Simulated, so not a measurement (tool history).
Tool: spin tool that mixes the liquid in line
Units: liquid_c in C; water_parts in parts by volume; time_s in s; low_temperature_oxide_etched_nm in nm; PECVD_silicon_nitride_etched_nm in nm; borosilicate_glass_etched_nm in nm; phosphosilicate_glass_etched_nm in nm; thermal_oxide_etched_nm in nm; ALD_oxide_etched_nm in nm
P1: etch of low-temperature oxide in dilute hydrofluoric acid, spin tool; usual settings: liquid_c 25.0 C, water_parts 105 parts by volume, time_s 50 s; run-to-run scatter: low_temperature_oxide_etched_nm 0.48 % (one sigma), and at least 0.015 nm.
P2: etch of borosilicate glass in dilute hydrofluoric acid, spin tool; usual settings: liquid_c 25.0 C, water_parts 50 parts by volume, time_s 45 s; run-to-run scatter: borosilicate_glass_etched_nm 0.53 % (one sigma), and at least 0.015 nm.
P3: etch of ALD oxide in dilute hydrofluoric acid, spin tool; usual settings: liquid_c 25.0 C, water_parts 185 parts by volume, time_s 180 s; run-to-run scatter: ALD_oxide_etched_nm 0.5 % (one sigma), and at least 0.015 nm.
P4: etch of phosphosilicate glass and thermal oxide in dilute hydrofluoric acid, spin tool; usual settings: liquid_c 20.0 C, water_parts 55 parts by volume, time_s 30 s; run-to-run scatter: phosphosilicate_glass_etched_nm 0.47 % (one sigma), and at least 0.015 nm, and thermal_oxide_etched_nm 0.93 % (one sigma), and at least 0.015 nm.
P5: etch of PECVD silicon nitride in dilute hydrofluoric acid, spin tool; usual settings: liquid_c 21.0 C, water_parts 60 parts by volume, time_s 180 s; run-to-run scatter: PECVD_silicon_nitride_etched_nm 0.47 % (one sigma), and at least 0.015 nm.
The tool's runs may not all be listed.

run	hour	process	liquid_c	water_parts	time_s	low_temperature_oxide_etched_nm	PECVD_silicon_nitride_etched_nm	borosilicate_glass_etched_nm	phosphosilicate_glass_etched_nm	thermal_oxide_etched_nm	ALD_oxide_etched_nm
1	12.4	P1	25.0	105	50	17.0450					
2	20.5	P5	21.0	90	180		4.1236				
3	35.4	P1	25.0	105	50	17.0900					
4	50.5	P2	25.0	50	45			24.347			
5	64.8	P1	25.0	105	50	17.1380					
6	78.4	P2	31.5	50	45			31.245			
7	86.4	P4	25.0	55	30				100.830	3.0411	
8	101.7	P2	25.0	20	45			63.022			
9	112.7	P1	25.0	105	50	17.1550					
10	123.2	P2	25.0	50	45			24.137			
# hour 130.7: hydrofluoric acid flow meter replaced
11	137.4	P3	25.0	185	180						9.2228
12	154.5	P4	20.0	55	30				82.016	2.4816	
13	171.9	P3	25.0	185	340						17.4360
14	189.1	P4	20.0	55	30				82.033	2.4672	
15	203.4	P5	21.0	60	355		12.1680				
16	214.1	P1	17.5	105	50	12.6430					
17	223.6	P1	25.0	105	15	5.1042					
18	235.9	P1	28.5	180	50	10.3800					
19	251.1	P1	29.0	105	50	19.8140					
20	266.2	P1	25.0	105	50	17.1200					
21	276.2	P2	25.0	50	75			40.435			
22	287.9	P1	19.5	105	75	20.4950					
23	301.2	P4	20.0	20	30				235.340	7.1049	
24	310.5	P5	21.0	60	180		6.1775				
25	325.1	P3	32.5	185	180						11.9900
26	337.2	P1	25.0	150	50	11.3230					
27	352.7	P1	25.0	35	50	56.4230					
28	361.5	P4	20.0	55	15				40.935	1.2287	
29	376.6	P3	25.0	35	180						58.6500
30	389.8	P5	26.0	60	180		8.6674				
31	402.6	P1	25.0	105	75	25.8210					
32	414.9	P1	25.0	105	50	17.0360					
33	423.6	P1	25.0	105	50	17.1000					
34	441.1	P1	25.0	105	50	16.1520					
35	450.1	P1	25.0	105	50	15.9400					
36	465.7	P1	25.0	105	50	15.8440					
37	475.3	P1	25.0	105	50	15.7470					
38	491.6	P1	25.0	105	50	15.5760					
39	501.3	P1	25.0	105	50	15.6480					

What P1 gives has crept away from where it was. These 2 causes fit the log equally well, each at the size given:
A: liquid colder than its thermometer reads (K) = 2.22
B: hydrofluoric acid flow below the setpoint (%) = 7.41
The creep began at about hour 423.6.

4 check runs are offered, one wafer each, their results left as question marks. Which one tells the causes apart?
check 1	511.0	P4	25.0	55	30				?	?	
check 2	511.0	P2	31.0	50	45			?			
check 3	511.0	P5	21.0	60	305		?				
check 4	511.0	P3	25.0	45	180						?

What each check would give under each cause:
check	result	if A	if B
check 1	phosphosilicate_glass_etched_nm	92.153	92.911
check 1	thermal_oxide_etched_nm	2.7777	2.8006
check 2	borosilicate_glass_etched_nm	28.170	28.281
check 3	PECVD_silicon_nitride_etched_nm	8.9507	9.6823
check 4	ALD_oxide_etched_nm	41.0290	41.4390
How far apart the two closest causes lie, in the result that separates them most: check 1 0.82 %; check 2 0.39 %; check 3 7.86 %; check 4 0.99 %
Check 3 tells the causes apart: in the others they would give nearly the same result.

Then check 3 was run and gave: PECVD_silicon_nitride_etched_nm 9.0351 nm. Which cause is it?

It is A: liquid colder than its thermometer reads (K).

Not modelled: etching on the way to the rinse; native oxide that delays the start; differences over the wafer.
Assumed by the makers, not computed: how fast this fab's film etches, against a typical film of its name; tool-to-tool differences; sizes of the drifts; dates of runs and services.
